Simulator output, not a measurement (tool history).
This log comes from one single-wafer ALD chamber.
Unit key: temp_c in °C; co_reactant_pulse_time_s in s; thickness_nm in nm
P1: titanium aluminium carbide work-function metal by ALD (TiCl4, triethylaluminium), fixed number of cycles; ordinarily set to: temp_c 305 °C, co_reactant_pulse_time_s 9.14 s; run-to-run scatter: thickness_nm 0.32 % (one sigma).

run  hour  temp_c  co_reactant_pulse_time_s  thickness_nm
  1   7.5     305                      9.14        2.0637
  2  11.9     322                      9.14        2.2179
  3  19.3     281                      5.06        1.5933
  4  25.9     328                      5.78        2.0503
  5  34.1     305                      9.14        2.0648
  6  40.7     305                      3.15        1.4238
  7  48.1     305                      9.14        2.0580
  8  52.9     288                      5.28        1.6794
  9  58.0     305                      9.14        2.0584
 10  66.2     305                     12.75        2.1394

Run 11, settings as shown, results not yet in. Your forecast:
 11  72.1     282                      9.14             ?

Run 11 came out at thickness_nm 1.8664 nm.
